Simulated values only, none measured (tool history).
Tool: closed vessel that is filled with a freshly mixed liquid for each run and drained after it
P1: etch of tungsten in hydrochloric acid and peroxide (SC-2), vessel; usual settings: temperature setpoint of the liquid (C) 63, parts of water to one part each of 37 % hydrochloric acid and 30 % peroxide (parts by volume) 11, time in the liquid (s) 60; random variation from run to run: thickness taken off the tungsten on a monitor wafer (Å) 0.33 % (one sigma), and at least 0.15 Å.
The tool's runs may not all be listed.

run	hour	temperature setpoint of the liquid (C)	parts of water to one part each of 37 % hydrochloric acid and 30 % peroxide (parts by volume)	time in the liquid (s)	thickness taken off the tungsten on a monitor wafer (Å)
1	12.5	63	11	60	253.58
2	27.2	63	4	60	545.99
# hour 40: thermometer replaced
3	40.5	72	7	60	625.38
4	48.8	72	11	60	432.06
5	65.6	63	11	120	503.89
6	78	63	11	60	252.9
7	92.4	63	11	30	126.59
8	106.5	63	11	60	253.02
9	114.4	72	11	30	216.9
10	126	47	11	60	89.61
11	139.5	53	11	30	67.045
12	150.5	63	18	60	164.26
13	166.7	63	11	60	254.67
14	178.3	63	11	60	252.35
15	194.8	63	11	60	252.77
16	208.5	63	11	60	254.33

The next listed run, before its measurement:
17	217.3	63	11	60	?

{"run 17": {"thickness taken off the tungsten on a monitor wafer (Å)": 245.11}}

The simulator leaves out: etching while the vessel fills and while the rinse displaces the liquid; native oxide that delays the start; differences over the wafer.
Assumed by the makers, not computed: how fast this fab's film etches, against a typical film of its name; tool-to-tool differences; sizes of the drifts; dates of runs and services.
